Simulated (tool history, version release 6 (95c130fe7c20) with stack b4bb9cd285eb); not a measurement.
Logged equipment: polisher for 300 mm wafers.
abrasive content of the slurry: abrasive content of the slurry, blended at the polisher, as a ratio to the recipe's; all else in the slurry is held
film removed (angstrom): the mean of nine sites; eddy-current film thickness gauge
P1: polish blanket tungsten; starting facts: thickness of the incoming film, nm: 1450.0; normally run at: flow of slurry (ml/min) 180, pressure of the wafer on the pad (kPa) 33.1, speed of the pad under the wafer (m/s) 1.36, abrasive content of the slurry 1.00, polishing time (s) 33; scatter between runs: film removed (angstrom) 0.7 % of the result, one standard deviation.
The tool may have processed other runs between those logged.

run,day,flow of slurry (ml/min),pressure of the wafer on the pad (kPa),speed of the pad under the wafer (m/s),abrasive content of the slurry,polishing time (s),film removed (angstrom)
1,0.604,180,33.1,1.36,1.00,33,2822.6
2,0.929,290,33.1,1.36,1.00,33,3051.1
# day 1.225: slurry nozzle cleaned
3,1.412,180,33.1,1.36,1.00,47,4090.9
4,1.938,180,33.1,1.36,0.70,33,2654.6
5,2.375,180,33.1,1.36,1.45,33,3088.9
6,3.012,180,33.1,1.36,1.00,33,2834.9
7,3.358,180,42.1,1.36,1.00,33,3629.1
8,3.967,180,33.1,1.98,1.00,33,4138.7
9,4.267,110,33.1,1.36,1.00,33,2577.7
10,4.871,180,33.1,1.36,1.00,33,2829.9
11,5.404,180,47.6,1.36,0.80,33,3872.1
12,5.725,180,33.1,1.36,1.00,20,1738.0
13,6.342,180,33.1,1.36,1.00,33,2887.4
14,6.883,180,33.1,1.82,1.45,33,4182.7
15,7.462,180,15.9,1.36,1.00,33,1356.2
# day 7.650: slurry blender recalibrated
16,7.750,180,33.1,1.84,0.70,33,3501.3
17,8.225,180,33.1,0.62,1.00,33,1287.6
18,8.762,180,33.1,1.36,1.00,33,2866.8
19,9.212,180,33.1,1.36,1.00,33,2843.1
20,9.633,180,33.1,1.36,1.00,33,2768.1
# day 10.062: worn pad replaced by a new one
# day 10.071: head pressure recalibrated
21,10.283,180,33.1,1.36,1.00,33,2654.1
22,10.567,180,33.1,1.36,1.00,33,2654.1
# day 10.888: slurry tank refilled with fresh slurry and peroxide
23,10.896,180,33.1,1.36,1.00,33,2660.4
24,11.221,180,33.1,1.36,1.00,33,2653.5
25,11.554,180,33.1,1.36,1.00,33,2599.5

What P1 gives has crept away from where it was. These 2 causes fit the log equally well, each at the size given:
A: abrasive missing from the slurry, % = 30.5
B: slurry flow missing at the pad, % = 36.9
At approximately day 9.212, the process output began to creep.
Other possible causes, and why each is ruled out:
removal rate lost through wear of the pad, %: work on it at day 10.062, done after the drift set in, did not restore what the process gave before
head's pressure below its setpoint, %: work on it at day 10.071, done after the drift set in, did not restore what the process gave before
peroxide lost from the slurry, %: work on it at day 10.888, done after the drift set in, did not restore what the process gave before

The 4 check runs listed below each average the results of 3 wafers, and their outcomes are marked with question marks. Under which run would the listed causes produce clearly different results?
check 1,11.888,285,33.1,1.76,1.00,33,?
check 2,11.888,180,20.0,1.36,1.00,33,?
check 3,11.888,180,33.1,0.62,1.45,33,?
check 4,11.888,180,33.1,1.06,1.00,33,?

Check results expected under each cause:
check,result,if A,if B
check 1,film removed (angstrom),3580.6,3687.4
check 2,film removed (angstrom),1582.2,1582.1
check 3,film removed (angstrom),1301.5,1305.4
check 4,film removed (angstrom),2041.1,2041.0
Smallest distance between any two causes, each pair judged by its most separating result, in per cent: check 1 2.94 %; check 2 0.01 %; check 3 0.3 %; check 4 0.01 %
The causes can be told apart only by check 1. The other checks would give nearly the same results under each of them.

After running check 1, the following was obtained: film removed (angstrom) 3682.9. Which cause does this point to?

It was cause B: slurry flow missing at the pad, %.

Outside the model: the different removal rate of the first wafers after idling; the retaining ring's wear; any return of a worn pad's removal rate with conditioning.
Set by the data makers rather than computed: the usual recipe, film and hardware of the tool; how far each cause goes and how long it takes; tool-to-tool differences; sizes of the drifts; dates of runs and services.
